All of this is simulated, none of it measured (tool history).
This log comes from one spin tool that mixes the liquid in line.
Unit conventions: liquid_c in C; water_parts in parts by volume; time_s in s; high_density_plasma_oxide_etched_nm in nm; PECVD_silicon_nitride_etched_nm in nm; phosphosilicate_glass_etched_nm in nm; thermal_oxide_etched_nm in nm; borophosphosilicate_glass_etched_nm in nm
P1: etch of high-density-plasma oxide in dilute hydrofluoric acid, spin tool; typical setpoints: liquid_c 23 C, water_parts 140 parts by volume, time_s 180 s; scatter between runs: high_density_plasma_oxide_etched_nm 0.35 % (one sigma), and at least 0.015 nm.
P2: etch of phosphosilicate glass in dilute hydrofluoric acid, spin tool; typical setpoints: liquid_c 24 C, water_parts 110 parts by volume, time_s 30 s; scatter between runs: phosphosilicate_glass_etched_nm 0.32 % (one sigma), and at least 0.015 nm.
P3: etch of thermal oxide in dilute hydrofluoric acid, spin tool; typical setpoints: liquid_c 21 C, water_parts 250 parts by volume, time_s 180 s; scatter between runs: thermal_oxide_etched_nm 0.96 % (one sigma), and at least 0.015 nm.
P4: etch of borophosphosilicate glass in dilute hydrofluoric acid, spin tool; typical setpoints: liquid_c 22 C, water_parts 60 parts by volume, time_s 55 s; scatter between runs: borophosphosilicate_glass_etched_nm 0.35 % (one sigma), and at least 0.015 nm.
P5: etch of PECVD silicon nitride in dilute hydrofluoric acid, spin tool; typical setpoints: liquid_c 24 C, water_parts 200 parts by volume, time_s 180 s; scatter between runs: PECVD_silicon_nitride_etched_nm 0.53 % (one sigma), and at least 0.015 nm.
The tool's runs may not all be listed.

| run | day | process | liquid_c | water_parts | time_s | high_density_plasma_oxide_etched_nm | PECVD_silicon_nitride_etched_nm | phosphosilicate_glass_etched_nm | thermal_oxide_etched_nm | borophosphosilicate_glass_etched_nm |
|---|---|---|---|---|---|---|---|---|---|---|
| 1 | 0.458 | P1 | 23 | 140 | 180 | 5.9324 |  |  |  |  |
| 2 | 0.979 | P1 | 23 | 140 | 265 | 8.796 |  |  |  |  |
| 3 | 1.362 | P1 | 23 | 140 | 180 | 5.919 |  |  |  |  |
| 4 | 1.858 | P1 | 23 | 45 | 180 | 20.811 |  |  |  |  |
| 5 | 2.246 | P1 | 17 | 140 | 15 | 0.39061 |  |  |  |  |
| 6 | 2.696 | P1 | 17 | 140 | 180 | 4.6945 |  |  |  |  |
| 7 | 3.017 | P5 | 24 | 120 | 180 |  | 8.2329 |  |  |  |
| 8 | 3.438 | P2 | 30.5 | 110 | 30 |  |  | 73.06 |  |  |
| 9 | 3.883 | P1 | 27 | 140 | 180 | 6.9406 |  |  |  |  |
| 10 | 4.3 | P3 | 21 | 250 | 180 |  |  |  | 2.5556 |  |
| 11 | 4.838 | P1 | 23 | 140 | 180 | 5.9718 |  |  |  |  |
| 12 | 5.183 | P1 | 23 | 140 | 65 | 2.1204 |  |  |  |  |
| 13 | 5.596 | P5 | 30 | 200 | 180 |  | 7.148 |  |  |  |
| 14 | 5.879 | P1 | 23 | 70 | 270 | 19.293 |  |  |  |  |
| 15 | 6.304 | P4 | 22 | 60 | 55 |  |  |  |  | 23.699 |
| 16 | 6.821 | P3 | 21 | 250 | 180 |  |  |  | 2.581 |  |
| 17 | 7.142 | P1 | 23 | 40 | 20 | 2.6162 |  |  |  |  |
| 18 | 7.604 | P4 | 22 | 110 | 55 |  |  |  |  | 12.045 |
| 19 | 7.917 | P1 | 23 | 140 | 180 | 5.9517 |  |  |  |  |
| 20 | 8.208 | P1 | 23 | 140 | 180 | 5.8911 |  |  |  |  |
| 21 | 8.588 | P2 | 24 | 150 | 30 |  |  | 39.731 |  |  |
| 22 | 9.125 | P4 | 22 | 60 | 110 |  |  |  |  | 46.799 |
| 23 | 9.538 | P5 | 24 | 200 | 340 |  | 9.2595 |  |  |  |
| 24 | 9.867 | P3 | 21 | 250 | 355 |  |  |  | 5.1153 |  |
| 25 | 10.346 | P2 | 24 | 110 | 30 |  |  | 56.699 |  |  |
| 26 | 10.792 | P1 | 23 | 195 | 180 | 4.0447 |  |  |  |  |
| 27 | 11.054 | P1 | 23 | 140 | 180 | 5.9519 |  |  |  |  |
| 28 | 11.45 | P1 | 23 | 140 | 180 | 5.9332 |  |  |  |  |
| 29 | 11.862 | P3 | 17 | 250 | 180 |  |  |  | 2.1795 |  |
| 30 | 12.1 | P4 | 30 | 60 | 55 |  |  |  |  | 32.562 |
| 31 | 12.5 | P2 | 24 | 110 | 30 |  |  | 57.26 |  |  |
| 32 | 13.038 | P5 | 24 | 200 | 180 |  | 4.9312 |  |  |  |
| 33 | 13.329 | P2 | 24 | 110 | 50 |  |  | 94.667 |  |  |
| 34 | 13.746 | P3 | 21 | 450 | 180 |  |  |  | 1.1961 |  |
| 35 | 14.008 | P1 | 23 | 140 | 180 | 5.9528 |  |  |  |  |
| 36 | 14.462 | P1 | 23 | 140 | 180 | 6.1556 |  |  |  |  |
| 37 | 14.7 | P1 | 23 | 140 | 180 | 6.1989 |  |  |  |  |
| 38 | 15.162 | P1 | 23 | 140 | 180 | 6.2952 |  |  |  |  |
| 39 | 15.662 | P1 | 23 | 140 | 180 | 6.3651 |  |  |  |  |

Run 40 has not been measured yet. What should we expect?
| 40 | 16.138 | P1 | 23 | 140 | 180 | ? |  |  |  |  |

Run 40 yielded high_density_plasma_oxide_etched_nm 6.3771 nm.

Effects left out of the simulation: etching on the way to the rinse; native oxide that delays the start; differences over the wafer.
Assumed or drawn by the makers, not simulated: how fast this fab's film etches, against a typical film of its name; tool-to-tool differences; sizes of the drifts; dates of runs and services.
